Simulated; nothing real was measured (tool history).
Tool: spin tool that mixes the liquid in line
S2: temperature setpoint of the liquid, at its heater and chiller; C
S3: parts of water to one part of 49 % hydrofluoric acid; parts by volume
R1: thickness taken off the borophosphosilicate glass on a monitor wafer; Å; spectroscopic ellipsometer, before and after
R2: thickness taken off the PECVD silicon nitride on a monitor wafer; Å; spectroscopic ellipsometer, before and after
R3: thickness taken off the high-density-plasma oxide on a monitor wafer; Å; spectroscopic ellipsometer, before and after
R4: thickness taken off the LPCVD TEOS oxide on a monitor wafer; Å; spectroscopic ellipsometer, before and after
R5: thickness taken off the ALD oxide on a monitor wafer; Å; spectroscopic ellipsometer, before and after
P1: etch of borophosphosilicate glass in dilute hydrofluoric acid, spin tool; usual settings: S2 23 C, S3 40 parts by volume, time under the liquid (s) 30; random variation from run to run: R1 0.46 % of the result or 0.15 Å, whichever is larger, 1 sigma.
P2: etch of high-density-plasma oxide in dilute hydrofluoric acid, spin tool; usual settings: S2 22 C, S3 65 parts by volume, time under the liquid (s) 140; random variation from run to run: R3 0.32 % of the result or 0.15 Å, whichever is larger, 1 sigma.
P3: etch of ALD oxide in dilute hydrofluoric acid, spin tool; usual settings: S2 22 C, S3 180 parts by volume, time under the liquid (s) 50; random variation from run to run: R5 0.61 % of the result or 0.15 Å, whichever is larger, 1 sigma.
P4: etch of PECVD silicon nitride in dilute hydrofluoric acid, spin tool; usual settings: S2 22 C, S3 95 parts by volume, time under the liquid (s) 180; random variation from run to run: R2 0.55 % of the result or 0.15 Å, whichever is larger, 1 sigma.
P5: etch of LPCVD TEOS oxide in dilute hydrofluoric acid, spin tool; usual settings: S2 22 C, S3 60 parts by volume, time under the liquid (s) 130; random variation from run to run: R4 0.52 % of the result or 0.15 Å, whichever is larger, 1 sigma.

run 1 day=0.371 | process_that_ran=P1 S2=23 S3=40 time_under_the_liquid_(s)=30 | R1=319.88
run 2 day=0.554 | process_that_ran=P4 S2=22 S3=95 time_under_the_liquid_(s)=270 | R2=64.317
run 3 day=0.783 | process_that_ran=P2 S2=22 S3=65 time_under_the_liquid_(s)=140 | R3=107.420
run 4 day=1.112 | process_that_ran=P4 S2=22 S3=35 time_under_the_liquid_(s)=180 | R2=110.830
run 5 day=1.354 | process_that_ran=P5 S2=22 S3=25 time_under_the_liquid_(s)=130 | R4=1138.10
run 6 day=1.762 | process_that_ran=P5 S2=22 S3=60 time_under_the_liquid_(s)=255 | R4=909.31
run 7 day=2.183 | process_that_ran=P1 S2=23 S3=40 time_under_the_liquid_(s)=30 | R1=317.06
run 8 day=2.592 | process_that_ran=P4 S2=17 S3=95 time_under_the_liquid_(s)=180 | R2=29.880
run 9 day=2.808 | process_that_ran=P3 S2=22 S3=45 time_under_the_liquid_(s)=50 | R5=193.670
run 10 day=3.200 | process_that_ran=P5 S2=22 S3=60 time_under_the_liquid_(s)=130 | R4=459.58
run 11 day=3.533 | process_that_ran=P3 S2=17 S3=180 time_under_the_liquid_(s)=50 | R5=33.859
run 12 day=3.771 | process_that_ran=P1 S2=17 S3=40 time_under_the_liquid_(s)=30 | R1=249.39
-- day=3.996 thermometer replaced
run 13 day=4.012 | process_that_ran=P1 S2=23 S3=40 time_under_the_liquid_(s)=30 | R1=319.96
run 14 day=4.362 | process_that_ran=P2 S2=22 S3=65 time_under_the_liquid_(s)=275 | R3=210.570
run 15 day=4.629 | process_that_ran=P1 S2=29 S3=40 time_under_the_liquid_(s)=30 | R1=405.11
run 16 day=4.821 | process_that_ran=P1 S2=23 S3=40 time_under_the_liquid_(s)=15 | R1=160.26
run 17 day=5.108 | process_that_ran=P1 S2=23 S3=40 time_under_the_liquid_(s)=65 | R1=695.37
run 18 day=5.504 | process_that_ran=P2 S2=22 S3=110 time_under_the_liquid_(s)=140 | R3=59.596
run 19 day=5.896 | process_that_ran=P3 S2=22 S3=180 time_under_the_liquid_(s)=50 | R5=41.661
run 20 day=6.125 | process_that_ran=P1 S2=23 S3=60 time_under_the_liquid_(s)=30 | R1=207.11
run 21 day=6.379 | process_that_ran=P1 S2=23 S3=40 time_under_the_liquid_(s)=30 | R1=321.46
run 22 day=6.729 | process_that_ran=P1 S2=23 S3=20 time_under_the_liquid_(s)=55 | R1=1196.60
run 23 day=6.929 | process_that_ran=P1 S2=23 S3=20 time_under_the_liquid_(s)=30 | R1=654.07
run 24 day=7.246 | process_that_ran=P2 S2=17 S3=65 time_under_the_liquid_(s)=140 | R3=86.504
run 25 day=7.588 | process_that_ran=P5 S2=17 S3=60 time_under_the_liquid_(s)=130 | R4=371.35
run 26 day=7.992 | process_that_ran=P1 S2=23 S3=40 time_under_the_liquid_(s)=30 | R1=319.09
run 27 day=8.412 | process_that_ran=P4 S2=22 S3=95 time_under_the_liquid_(s)=180 | R2=42.115
run 28 day=8.817 | process_that_ran=P3 S2=22 S3=180 time_under_the_liquid_(s)=15 | R5=12.554

The next listed run, before its measurement:
run 29 day=9.154 | process_that_ran=P5 S2=22 S3=60 time_under_the_liquid_(s)=130 | R4=?

R4: 458.55 Å
